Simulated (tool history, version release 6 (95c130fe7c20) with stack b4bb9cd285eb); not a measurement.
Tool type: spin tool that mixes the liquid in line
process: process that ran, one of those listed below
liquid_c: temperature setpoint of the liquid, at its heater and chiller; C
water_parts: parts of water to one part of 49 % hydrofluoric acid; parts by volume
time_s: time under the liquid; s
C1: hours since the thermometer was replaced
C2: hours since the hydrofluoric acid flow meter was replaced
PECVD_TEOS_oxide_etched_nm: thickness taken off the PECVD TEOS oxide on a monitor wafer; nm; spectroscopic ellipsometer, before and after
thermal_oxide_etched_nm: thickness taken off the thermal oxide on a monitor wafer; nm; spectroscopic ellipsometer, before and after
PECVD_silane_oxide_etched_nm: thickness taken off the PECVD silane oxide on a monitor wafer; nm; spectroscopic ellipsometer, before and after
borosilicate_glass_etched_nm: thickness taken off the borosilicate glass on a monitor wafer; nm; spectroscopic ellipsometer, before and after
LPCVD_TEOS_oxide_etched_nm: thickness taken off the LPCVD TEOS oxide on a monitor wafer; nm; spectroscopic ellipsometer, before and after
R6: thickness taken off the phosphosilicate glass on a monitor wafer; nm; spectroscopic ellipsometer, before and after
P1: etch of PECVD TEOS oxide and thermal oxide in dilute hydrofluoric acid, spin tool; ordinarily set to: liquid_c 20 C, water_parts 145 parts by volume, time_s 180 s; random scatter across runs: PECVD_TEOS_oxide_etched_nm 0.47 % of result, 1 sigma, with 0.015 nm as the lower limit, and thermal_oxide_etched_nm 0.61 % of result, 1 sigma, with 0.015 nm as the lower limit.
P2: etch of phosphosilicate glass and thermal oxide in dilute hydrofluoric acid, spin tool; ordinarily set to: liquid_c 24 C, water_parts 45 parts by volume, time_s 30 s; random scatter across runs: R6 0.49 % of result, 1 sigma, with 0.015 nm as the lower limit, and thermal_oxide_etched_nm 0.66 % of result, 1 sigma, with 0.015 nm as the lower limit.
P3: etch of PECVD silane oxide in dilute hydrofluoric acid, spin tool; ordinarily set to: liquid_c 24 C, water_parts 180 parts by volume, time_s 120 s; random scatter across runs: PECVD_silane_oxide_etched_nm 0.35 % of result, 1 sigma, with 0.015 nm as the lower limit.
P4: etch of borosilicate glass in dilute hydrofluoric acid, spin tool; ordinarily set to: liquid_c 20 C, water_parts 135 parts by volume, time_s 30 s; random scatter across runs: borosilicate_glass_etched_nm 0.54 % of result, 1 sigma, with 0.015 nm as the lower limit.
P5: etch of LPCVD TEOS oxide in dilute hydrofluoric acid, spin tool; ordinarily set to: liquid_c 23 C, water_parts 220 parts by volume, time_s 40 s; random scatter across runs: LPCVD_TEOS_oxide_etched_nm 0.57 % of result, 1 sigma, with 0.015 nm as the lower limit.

run 1 hour=7.4 | process=P1 liquid_c=20 water_parts=145 time_s=180 | C1=899.5 C2=824 | PECVD_TEOS_oxide_etched_nm=29.109 thermal_oxide_etched_nm=4.5944
run 2 hour=15.9 | process=P3 liquid_c=18.5 water_parts=180 time_s=120 | C1=908 C2=832.5 | PECVD_silane_oxide_etched_nm=15.96
run 3 hour=25 | process=P4 liquid_c=20 water_parts=135 time_s=15 | C1=917.1 C2=841.6 | borosilicate_glass_etched_nm=4.871
run 4 hour=34.3 | process=P1 liquid_c=20 water_parts=225 time_s=180 | C1=926.4 C2=850.9 | PECVD_TEOS_oxide_etched_nm=17.362 thermal_oxide_etched_nm=2.7402
run 5 hour=40.5 | process=P4 liquid_c=20 water_parts=65 time_s=30 | C1=932.6 C2=857.1 | borosilicate_glass_etched_nm=22.13
run 6 hour=47 | process=P1 liquid_c=20 water_parts=225 time_s=255 | C1=939.1 C2=863.6 | PECVD_TEOS_oxide_etched_nm=24.596 thermal_oxide_etched_nm=3.887
run 7 hour=53.3 | process=P5 liquid_c=23 water_parts=220 time_s=70 | C1=945.4 C2=869.9 | LPCVD_TEOS_oxide_etched_nm=8.1138
run 8 hour=62.7 | process=P1 liquid_c=17 water_parts=145 time_s=180 | C1=954.8 C2=879.3 | PECVD_TEOS_oxide_etched_nm=25.615 thermal_oxide_etched_nm=4.1134
run 9 hour=70.7 | process=P4 liquid_c=20 water_parts=135 time_s=30 | C1=962.8 C2=887.3 | borosilicate_glass_etched_nm=9.9663
run 10 hour=81.5 | process=P1 liquid_c=20 water_parts=145 time_s=180 | C1=973.6 C2=898.1 | PECVD_TEOS_oxide_etched_nm=28.969 thermal_oxide_etched_nm=4.6022
run 11 hour=95.4 | process=P3 liquid_c=24 water_parts=35 time_s=120 | C1=987.5 C2=912 | PECVD_silane_oxide_etched_nm=121.31
run 12 hour=109.4 | process=P1 liquid_c=20 water_parts=145 time_s=180 | C1=1001.5 C2=926 | PECVD_TEOS_oxide_etched_nm=29.122 thermal_oxide_etched_nm=4.5887
run 13 hour=117.6 | process=P5 liquid_c=31 water_parts=220 time_s=40 | C1=1009.7 C2=934.2 | LPCVD_TEOS_oxide_etched_nm=6.1944
run 14 hour=128.1 | process=P5 liquid_c=23 water_parts=400 time_s=40 | C1=1020.2 C2=944.7 | LPCVD_TEOS_oxide_etched_nm=2.1325
run 15 hour=135.7 | process=P1 liquid_c=20 water_parts=145 time_s=330 | C1=1027.8 C2=952.3 | PECVD_TEOS_oxide_etched_nm=53.76 thermal_oxide_etched_nm=8.4613
run 16 hour=144.6 | process=P2 liquid_c=24 water_parts=80 time_s=30 | C1=1036.7 C2=961.2 | thermal_oxide_etched_nm=1.7854 R6=40.354
run 17 hour=158.5 | process=P2 liquid_c=24 water_parts=45 time_s=30 | C1=1050.6 C2=975.1 | thermal_oxide_etched_nm=3.2667 R6=75.163
run 18 hour=168.9 | process=P2 liquid_c=30.5 water_parts=45 time_s=30 | C1=1061 C2=985.5 | thermal_oxide_etched_nm=4.2839 R6=97.353
-- hour=175.6 thermometer replaced
run 19 hour=176.2 | process=P3 liquid_c=24 water_parts=180 time_s=120 | C1=0.7 C2=992.8 | PECVD_silane_oxide_etched_nm=19.773
run 20 hour=183.4 | process=P4 liquid_c=24.5 water_parts=135 time_s=30 | C1=7.9 C2=1000 | borosilicate_glass_etched_nm=11.675
run 21 hour=193.2 | process=P3 liquid_c=24 water_parts=180 time_s=50 | C1=17.7 C2=1009.8 | PECVD_silane_oxide_etched_nm=8.2261
run 22 hour=202.3 | process=P2 liquid_c=24 water_parts=45 time_s=55 | C1=26.8 C2=1018.9 | thermal_oxide_etched_nm=6.0538 R6=136.92
run 23 hour=208.8 | process=P1 liquid_c=25 water_parts=145 time_s=180 | C1=33.3 C2=1025.4 | PECVD_TEOS_oxide_etched_nm=35.207 thermal_oxide_etched_nm=5.6015
run 24 hour=215.4 | process=P1 liquid_c=20 water_parts=145 time_s=180 | C1=39.9 C2=1032 | PECVD_TEOS_oxide_etched_nm=29.133 thermal_oxide_etched_nm=4.6452
run 25 hour=223.1 | process=P1 liquid_c=20 water_parts=145 time_s=180 | C1=47.6 C2=1039.7 | PECVD_TEOS_oxide_etched_nm=29.025 thermal_oxide_etched_nm=4.6269
run 26 hour=229.9 | process=P4 liquid_c=20 water_parts=135 time_s=30 | C1=54.4 C2=1046.5 | borosilicate_glass_etched_nm=9.7754
run 27 hour=241.7 | process=P1 liquid_c=20 water_parts=60 time_s=180 | C1=66.2 C2=1058.3 | PECVD_TEOS_oxide_etched_nm=77.114 thermal_oxide_etched_nm=12.416
run 28 hour=248.8 | process=P5 liquid_c=23 water_parts=220 time_s=40 | C1=73.3 C2=1065.4 | LPCVD_TEOS_oxide_etched_nm=4.6214
run 29 hour=262.9 | process=P3 liquid_c=24 water_parts=180 time_s=120 | C1=87.4 C2=1079.5 | PECVD_silane_oxide_etched_nm=19.898
run 30 hour=269.1 | process=P1 liquid_c=20 water_parts=145 time_s=40 | C1=93.6 C2=1085.7 | PECVD_TEOS_oxide_etched_nm=6.4727 thermal_oxide_etched_nm=1.0612
run 31 hour=275.5 | process=P1 liquid_c=20 water_parts=145 time_s=180 | C1=100 C2=1092.1 | PECVD_TEOS_oxide_etched_nm=29.009 thermal_oxide_etched_nm=4.5855
run 32 hour=283.3 | process=P1 liquid_c=20 water_parts=145 time_s=180 | C1=107.8 C2=1099.9 | PECVD_TEOS_oxide_etched_nm=29.986 thermal_oxide_etched_nm=4.8324
run 33 hour=291.8 | process=P1 liquid_c=20 water_parts=145 time_s=180 | C1=116.3 C2=1108.4 | PECVD_TEOS_oxide_etched_nm=30.601 thermal_oxide_etched_nm=4.9086
run 34 hour=302.2 | process=P1 liquid_c=20 water_parts=145 time_s=180 | C1=126.7 C2=1118.8 | PECVD_TEOS_oxide_etched_nm=31.157 thermal_oxide_etched_nm=4.8934
run 35 hour=308.8 | process=P1 liquid_c=20 water_parts=145 time_s=180 | C1=133.3 C2=1125.4 | PECVD_TEOS_oxide_etched_nm=31.185 thermal_oxide_etched_nm=4.905
run 36 hour=321.2 | process=P1 liquid_c=20 water_parts=145 time_s=180 | C1=145.7 C2=1137.8 | PECVD_TEOS_oxide_etched_nm=31.349 thermal_oxide_etched_nm=4.9798
run 37 hour=334.3 | process=P1 liquid_c=20 water_parts=145 time_s=180 | C1=158.8 C2=1150.9 | PECVD_TEOS_oxide_etched_nm=31.217 thermal_oxide_etched_nm=4.9971
run 38 hour=342.7 | process=P1 liquid_c=20 water_parts=145 time_s=180 | C1=167.2 C2=1159.3 | PECVD_TEOS_oxide_etched_nm=31.231 thermal_oxide_etched_nm=5.0448

Something has made what P1 gives creep away from where it was; the 2 causes below, each at its own stated size, fit the log equally well:
A: liquid hotter than its thermometer reads (K) = 1.96
B: hydrofluoric acid flow above the setpoint (%) = 6.98
Creep in the process output first set in at about hour 275.5.

Consider the 4 check runs below, whose results appear as question marks and each of which averages 3 wafers. Which one distinguishes the causes, in that each cause would give it a clearly different result?
run check 1 hour=351.1 | process=P2 liquid_c=29.5 water_parts=45 time_s=30 | thermal_oxide_etched_nm=? R6=?
run check 2 hour=351.1 | process=P4 liquid_c=23 water_parts=70 time_s=30 | borosilicate_glass_etched_nm=?
run check 3 hour=351.1 | process=P3 liquid_c=24 water_parts=75 time_s=70 | PECVD_silane_oxide_etched_nm=?
run check 4 hour=351.1 | process=P5 liquid_c=30.5 water_parts=395 time_s=40 | LPCVD_TEOS_oxide_etched_nm=?

What each check would give under each cause:
check=check_1 result=thermal_oxide_etched_nm if_A=4.4437 if_B=4.4219
check=check_1 result=R6 if_A=100.64 if_B=100.15
check=check_2 result=borosilicate_glass_etched_nm if_A=25.013 if_B=24.859
check=check_3 result=PECVD_silane_oxide_etched_nm if_A=33.779 if_B=33.619
check=check_4 result=LPCVD_TEOS_oxide_etched_nm if_A=2.9582 if_B=3.0654
Smallest distance between any two causes, each pair judged by its most separating result, in per cent: check 1 0.49 %; check 2 0.61 %; check 3 0.48 %; check 4 3.56 %
Of the check runs offered, only check 4 discriminates between the causes; the rest would read about the same regardless of which cause applies.

Here is what check 4 returned: LPCVD_TEOS_oxide_etched_nm 3.0607 nm. Which cause is it?

B is the cause: hydrofluoric acid flow above the setpoint (%).
